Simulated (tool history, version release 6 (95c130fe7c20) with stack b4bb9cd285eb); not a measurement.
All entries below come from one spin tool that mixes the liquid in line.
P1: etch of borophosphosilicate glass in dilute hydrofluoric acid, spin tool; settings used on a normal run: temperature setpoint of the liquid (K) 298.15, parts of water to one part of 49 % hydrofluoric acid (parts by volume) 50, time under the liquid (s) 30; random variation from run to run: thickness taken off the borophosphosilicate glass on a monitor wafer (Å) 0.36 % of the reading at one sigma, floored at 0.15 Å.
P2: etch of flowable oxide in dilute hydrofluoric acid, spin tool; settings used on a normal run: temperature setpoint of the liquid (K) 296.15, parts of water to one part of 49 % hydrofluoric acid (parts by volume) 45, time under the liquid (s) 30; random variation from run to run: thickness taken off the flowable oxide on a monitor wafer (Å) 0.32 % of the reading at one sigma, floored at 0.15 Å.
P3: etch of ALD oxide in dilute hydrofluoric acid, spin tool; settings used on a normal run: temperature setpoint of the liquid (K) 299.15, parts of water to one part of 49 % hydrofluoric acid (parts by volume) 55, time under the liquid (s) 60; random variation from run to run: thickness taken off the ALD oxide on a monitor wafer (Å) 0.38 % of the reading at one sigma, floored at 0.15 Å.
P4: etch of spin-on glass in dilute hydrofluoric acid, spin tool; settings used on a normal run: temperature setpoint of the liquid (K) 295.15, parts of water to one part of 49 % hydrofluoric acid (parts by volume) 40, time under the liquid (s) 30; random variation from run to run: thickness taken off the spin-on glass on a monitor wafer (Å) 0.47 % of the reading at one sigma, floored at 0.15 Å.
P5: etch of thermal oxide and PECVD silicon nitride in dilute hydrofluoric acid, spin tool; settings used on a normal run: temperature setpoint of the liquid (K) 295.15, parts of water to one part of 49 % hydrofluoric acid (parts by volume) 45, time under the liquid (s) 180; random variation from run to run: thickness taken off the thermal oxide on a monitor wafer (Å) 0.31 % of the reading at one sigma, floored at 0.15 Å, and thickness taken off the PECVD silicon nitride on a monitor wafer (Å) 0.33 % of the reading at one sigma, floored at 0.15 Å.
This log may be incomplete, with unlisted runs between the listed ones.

run    day  process that ran  temperature setpoint of the liquid (K)  parts of water to one part of 49 % hydrofluoric acid (parts by volume)  time under the liquid (s)  hours since the thermometer was replaced  hours since the hydrofluoric acid flow meter was replaced  thickness taken off the borophosphosilicate glass on a monitor wafer (Å)  thickness taken off the thermal oxide on a monitor wafer (Å)  thickness taken off the PECVD silicon nitride on a monitor wafer (Å)  thickness taken off the ALD oxide on a monitor wafer (Å)  thickness taken off the flowable oxide on a monitor wafer (Å)  thickness taken off the spin-on glass on a monitor wafer (Å)
  1  0.217                P1                                  298.15                                                                      50                         30                                       695                                                      273.6                                                                    527.39
  2  0.388                P5                                  295.15                                                                      20                        180                                     699.1                                                      277.7                                                                                                                                  435.57                                                                 342.2
  3  0.533                P3                                  292.65                                                                      55                         60                                     702.6                                                      281.2                                                                                                                                                                                                                                                                  141.19
  4  0.746                P1                                  306.15                                                                      50                         30                                     707.7                                                      286.3                                                                    723.37
  5  0.904                P3                                  299.15                                                                      55                        105                                     711.5                                                      290.1                                                                                                                                                                                                                                                                  321.97
  6  1.042                P1                                  298.15                                                                      50                         30                                     714.8                                                      293.4                                                                     523.5
  7  1.288                P2                                  304.15                                                                      45                         30                                     720.7                                                      299.3                                                                                                                                                                                                                                                                                                                                 442.69
  8  1.446                P4                                  295.15                                                                      20                         30                                     724.5                                                      303.1                                                                                                                                                                                                                                                                                                                                                                                               759.03
  9  1.671                P1                                  290.15                                                                      75                         30                                     729.9                                                      308.5                                                                    244.09
 10  1.875                P2                                  296.15                                                                      45                         30                                     734.8                                                      313.4                                                                                                                                                                                                                                                                                                                                  321.9
 11  2.038                P4                                  295.15                                                                      40                         55                                     738.7                                                      317.3                                                                                                                                                                                                                                                                                                                                                                                               677.31
 12  2.262                P2                                  296.15                                                                      45                         15                                     744.1                                                      322.7                                                                                                                                                                                                                                                                                                                                 160.24
 13  2.412                P1                                  298.15                                                                      85                         30                                     747.7                                                      326.3                                                                    296.32
 14  2.558                P2                                  296.15                                                                      70                         30                                     751.2                                                      329.8                                                                                                                                                                                                                                                                                                                                 200.87
 15  2.733                P5                                  295.15                                                                      45                         70                                     755.4                                                        334                                                                                                                                  72.772                                                                60.766
 16  2.875                P1                                  298.15                                                                      50                         30                                     758.8                                                      337.4                                                                    527.55
 17  3.117                P1                                  298.15                                                                      50                         15                                     764.6                                                      343.2                                                                    265.25
 18  3.233                P1                                  298.15                                                                      20                         30                                     767.4                                                        346                                                                    1372.8
 19  3.408                P1                                  294.65                                                                      35                         30                                     771.6                                                      350.2                                                                    662.79
     3.592  -- thermometer replaced
 20    3.6                P5                                  301.65                                                                      45                        180                                       0.2                                                      354.8                                                                                                                                  244.65                                                                241.56
 21  3.817                P4                                  290.15                                                                      40                         30                                       5.4                                                        360                                                                                                                                                                                                                                                                                                                                                                                               297.79
 22  3.971                P4                                  295.15                                                                      40                         30                                       9.1                                                      363.7                                                                                                                                                                                                                                                                                                                                                                                               369.26
 23  4.171                P1                                  298.15                                                                      50                         30                                      13.9                                                      368.5                                                                    527.38
 24  4.358                P1                                  298.15                                                                      50                         60                                      18.4                                                        373                                                                    1047.5
 25  4.471                P1                                  291.15                                                                      50                         30                                      21.1                                                      375.7                                                                    392.55
 26  4.592                P5                                  295.15                                                                      45                        180                                        24                                                      378.6                                                                                                                                   188.6                                                                157.45
 27  4.704                P3                                  299.15                                                                      55                         60                                      26.7                                                      381.3                                                                                                                                                                                                                                                                  184.43

Expected results for the next run?
 28  4.817                P1                                  298.15                                                                      50                         30                                      29.4                                                        384                                                                         ?

thickness taken off the borophosphosilicate glass on a monitor wafer (Å): 526.36
